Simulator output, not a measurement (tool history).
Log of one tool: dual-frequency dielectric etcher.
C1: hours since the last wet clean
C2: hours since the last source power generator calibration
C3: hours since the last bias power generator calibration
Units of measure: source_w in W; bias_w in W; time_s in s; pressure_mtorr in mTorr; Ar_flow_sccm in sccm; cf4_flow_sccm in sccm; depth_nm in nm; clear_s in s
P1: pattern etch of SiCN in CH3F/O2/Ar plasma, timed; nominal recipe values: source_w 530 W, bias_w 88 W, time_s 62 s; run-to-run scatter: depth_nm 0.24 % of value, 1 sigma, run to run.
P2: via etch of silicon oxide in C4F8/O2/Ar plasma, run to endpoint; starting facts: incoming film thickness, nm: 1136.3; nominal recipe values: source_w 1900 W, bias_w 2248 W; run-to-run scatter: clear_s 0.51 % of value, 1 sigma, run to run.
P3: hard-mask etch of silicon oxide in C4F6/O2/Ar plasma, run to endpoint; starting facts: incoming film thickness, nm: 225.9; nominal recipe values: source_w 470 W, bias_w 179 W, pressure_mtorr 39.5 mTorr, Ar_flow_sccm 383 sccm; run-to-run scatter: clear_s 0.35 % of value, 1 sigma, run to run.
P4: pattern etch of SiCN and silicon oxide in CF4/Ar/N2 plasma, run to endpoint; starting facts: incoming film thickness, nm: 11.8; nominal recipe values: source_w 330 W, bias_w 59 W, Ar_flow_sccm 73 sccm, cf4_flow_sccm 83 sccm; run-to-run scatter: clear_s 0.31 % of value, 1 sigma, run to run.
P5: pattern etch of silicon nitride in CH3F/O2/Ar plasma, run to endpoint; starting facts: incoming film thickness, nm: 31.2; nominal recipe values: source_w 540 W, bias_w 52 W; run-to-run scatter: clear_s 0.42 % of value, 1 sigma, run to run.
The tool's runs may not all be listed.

{"run": 1, "hour": 6.9, "process": "P1", "source_w": 530, "bias_w": 88, "time_s": 62, "C1": 361.9, "C2": 523, "C3": 1752.1, "depth_nm": 27.948}
{"run": 2, "hour": 11.5, "process": "P1", "source_w": 530, "bias_w": 116, "time_s": 75, "C1": 366.5, "C2": 527.6, "C3": 1756.7, "depth_nm": 37.325}
{"run": 3, "hour": 16.6, "process": "P3", "source_w": 470, "bias_w": 179, "pressure_mtorr": 56, "Ar_flow_sccm": 383, "C1": 371.6, "C2": 532.7, "C3": 1761.8, "clear_s": 74.464}
{"run": 4, "hour": 24.4, "process": "P1", "source_w": 660, "bias_w": 88, "time_s": 49.5, "C1": 379.4, "C2": 540.5, "C3": 1769.6, "depth_nm": 24.325}
{"run": 5, "hour": 28.6, "process": "P3", "source_w": 470, "bias_w": 179, "pressure_mtorr": 39.5, "Ar_flow_sccm": 494, "C1": 383.6, "C2": 544.7, "C3": 1773.8, "clear_s": 72.967}
{"run": 6, "hour": 37.8, "process": "P1", "source_w": 530, "bias_w": 88, "time_s": 47, "C1": 392.8, "C2": 553.9, "C3": 1783, "depth_nm": 21.203}
{"run": 7, "hour": 45.1, "process": "P5", "source_w": 540, "bias_w": 52, "C1": 400.1, "C2": 561.2, "C3": 1790.3, "clear_s": 44.754}
{"hour": 45.2, "done": "bias power generator calibrated"}
{"run": 8, "hour": 54.0, "process": "P1", "source_w": 530, "bias_w": 88, "time_s": 89.5, "C1": 409, "C2": 570.1, "C3": 8.9, "depth_nm": 40.314}
{"run": 9, "hour": 60.7, "process": "P2", "source_w": 1220, "bias_w": 2248, "C1": 415.7, "C2": 576.8, "C3": 15.6, "clear_s": 262.48}
{"run": 10, "hour": 65.6, "process": "P1", "source_w": 530, "bias_w": 109, "time_s": 41.5, "C1": 420.6, "C2": 581.7, "C3": 20.5, "depth_nm": 20.284}
{"run": 11, "hour": 73.3, "process": "P2", "source_w": 1900, "bias_w": 2863, "C1": 428.3, "C2": 589.4, "C3": 28.2, "clear_s": 204.95}
{"run": 12, "hour": 82.0, "process": "P3", "source_w": 470, "bias_w": 112, "pressure_mtorr": 39.5, "Ar_flow_sccm": 383, "C1": 437, "C2": 598.1, "C3": 36.9, "clear_s": 82.165}
{"run": 13, "hour": 89.5, "process": "P5", "source_w": 540, "bias_w": 52, "C1": 444.5, "C2": 605.6, "C3": 44.4, "clear_s": 44.451}
{"run": 14, "hour": 95.4, "process": "P3", "source_w": 470, "bias_w": 179, "pressure_mtorr": 39.5, "Ar_flow_sccm": 383, "C1": 450.4, "C2": 611.5, "C3": 50.3, "clear_s": 71.111}
{"run": 15, "hour": 104.0, "process": "P1", "source_w": 530, "bias_w": 55, "time_s": 62, "C1": 459, "C2": 620.1, "C3": 58.9, "depth_nm": 23.73}
{"run": 16, "hour": 110.7, "process": "P5", "source_w": 760, "bias_w": 52, "C1": 465.7, "C2": 626.8, "C3": 65.6, "clear_s": 39.002}
{"run": 17, "hour": 118.0, "process": "P4", "source_w": 330, "bias_w": 59, "Ar_flow_sccm": 73, "cf4_flow_sccm": 83, "C1": 473, "C2": 634.1, "C3": 72.9, "clear_s": 17.715}
{"run": 18, "hour": 127.0, "process": "P2", "source_w": 1900, "bias_w": 2248, "C1": 482, "C2": 643.1, "C3": 81.9, "clear_s": 219.69}
{"run": 19, "hour": 134.2, "process": "P2", "source_w": 1900, "bias_w": 2248, "C1": 489.2, "C2": 650.3, "C3": 89.1, "clear_s": 219.44}
{"run": 20, "hour": 139.0, "process": "P1", "source_w": 530, "bias_w": 88, "time_s": 62, "C1": 494, "C2": 655.1, "C3": 93.9, "depth_nm": 27.944}
{"run": 21, "hour": 147.5, "process": "P1", "source_w": 530, "bias_w": 88, "time_s": 62, "C1": 502.5, "C2": 663.6, "C3": 102.4, "depth_nm": 27.898}
{"run": 22, "hour": 153.5, "process": "P5", "source_w": 540, "bias_w": 39, "C1": 508.5, "C2": 669.6, "C3": 108.4, "clear_s": 49.006}
{"run": 23, "hour": 159.3, "process": "P4", "source_w": 330, "bias_w": 59, "Ar_flow_sccm": 73, "cf4_flow_sccm": 112, "C1": 514.3, "C2": 675.4, "C3": 114.2, "clear_s": 16.937}
{"run": 24, "hour": 165.6, "process": "P1", "source_w": 630, "bias_w": 88, "time_s": 62, "C1": 520.6, "C2": 681.7, "C3": 120.5, "depth_nm": 29.721}
{"run": 25, "hour": 172.0, "process": "P1", "source_w": 530, "bias_w": 112, "time_s": 62, "C1": 527, "C2": 688.1, "C3": 126.9, "depth_nm": 30.642}
{"run": 26, "hour": 176.0, "process": "P1", "source_w": 430, "bias_w": 88, "time_s": 62, "C1": 531, "C2": 692.1, "C3": 130.9, "depth_nm": 25.885}
{"run": 27, "hour": 183.8, "process": "P3", "source_w": 610, "bias_w": 179, "pressure_mtorr": 39.5, "Ar_flow_sccm": 383, "C1": 538.8, "C2": 699.9, "C3": 138.7, "clear_s": 64.006}
{"run": 28, "hour": 192.8, "process": "P4", "source_w": 330, "bias_w": 40, "Ar_flow_sccm": 73, "cf4_flow_sccm": 83, "C1": 547.8, "C2": 708.9, "C3": 147.7, "clear_s": 19.77}
{"run": 29, "hour": 201.4, "process": "P4", "source_w": 330, "bias_w": 59, "Ar_flow_sccm": 93, "cf4_flow_sccm": 83, "C1": 556.4, "C2": 717.5, "C3": 156.3, "clear_s": 18.319}
{"run": 30, "hour": 209.1, "process": "P4", "source_w": 390, "bias_w": 59, "Ar_flow_sccm": 73, "cf4_flow_sccm": 83, "C1": 564.1, "C2": 725.2, "C3": 164, "clear_s": 15.207}
{"run": 31, "hour": 216.1, "process": "P1", "source_w": 530, "bias_w": 88, "time_s": 62, "C1": 571.1, "C2": 732.2, "C3": 171, "depth_nm": 27.861}
{"run": 32, "hour": 221.3, "process": "P1", "source_w": 530, "bias_w": 88, "time_s": 62, "C1": 576.3, "C2": 737.4, "C3": 176.2, "depth_nm": 27.91}
{"run": 33, "hour": 230.4, "process": "P1", "source_w": 530, "bias_w": 88, "time_s": 62, "C1": 585.4, "C2": 746.5, "C3": 185.3, "depth_nm": 28.229}
{"run": 34, "hour": 235.3, "process": "P1", "source_w": 530, "bias_w": 88, "time_s": 62, "C1": 590.3, "C2": 751.4, "C3": 190.2, "depth_nm": 28.348}
{"run": 35, "hour": 242.9, "process": "P1", "source_w": 530, "bias_w": 88, "time_s": 62, "C1": 597.9, "C2": 759, "C3": 197.8, "depth_nm": 28.31}
{"hour": 245.0, "done": "wet clean of the chamber"}
{"run": 36, "hour": 250.2, "process": "P1", "source_w": 530, "bias_w": 88, "time_s": 62, "C1": 5.2, "C2": 766.3, "C3": 205.1, "depth_nm": 28.421}
{"run": 37, "hour": 257.7, "process": "P1", "source_w": 530, "bias_w": 88, "time_s": 62, "C1": 12.7, "C2": 773.8, "C3": 212.6, "depth_nm": 28.382}
{"run": 38, "hour": 266.2, "process": "P1", "source_w": 530, "bias_w": 88, "time_s": 62, "C1": 21.2, "C2": 782.3, "C3": 221.1, "depth_nm": 28.399}

Something has made what P1 gives creep away from where it was; the 2 causes below, each at its own stated size, fit the log equally well:
A: bias power that arrives over what is set, % = 4.58
B: source power that arrives over what is set, % = 4.45
The onset of the drift is placed at about hour 221.3.
Ruled out, with reasons:
chamber walls in a state that raises the etch rate, %: serviced at hour 245, after the drift had started, without restoring the earlier output

Question marks stand in for the results of the 4 check runs listed below, each run on one wafer. Under which run would the listed causes show clearly different results?
{"run": "check 1", "hour": 274.7, "process": "P3", "source_w": 470, "bias_w": 179, "pressure_mtorr": 39.5, "Ar_flow_sccm": 383, "clear_s": "?"}
{"run": "check 2", "hour": 274.7, "process": "P2", "source_w": 1900, "bias_w": 2248, "clear_s": "?"}
{"run": "check 3", "hour": 274.7, "process": "P5", "source_w": 540, "bias_w": 52, "clear_s": "?"}
{"run": "check 4", "hour": 274.7, "process": "P4", "source_w": 330, "bias_w": 59, "Ar_flow_sccm": 73, "cf4_flow_sccm": 83, "clear_s": "?"}

Outcome of each check run for each possible cause:
check=check_1 result=clear_s if_A=70.177 if_B=69.966
check=check_2 result=clear_s if_A=217.17 if_B=216.3
check=check_3 result=clear_s if_A=44.124 if_B=43.983
check=check_4 result=clear_s if_A=17.405 if_B=16.975
How far apart the two closest causes lie, in the result that separates them most: check 1 0.3 %; check 2 0.4 %; check 3 0.32 %; check 4 2.5 %
Check 4 distinguishes between the causes, while the remaining checks would return nearly the same result for all of them.

Then check 4 was run and gave: clear_s 16.925 s. Which cause is it?

It was cause B: source power that arrives over what is set, %.
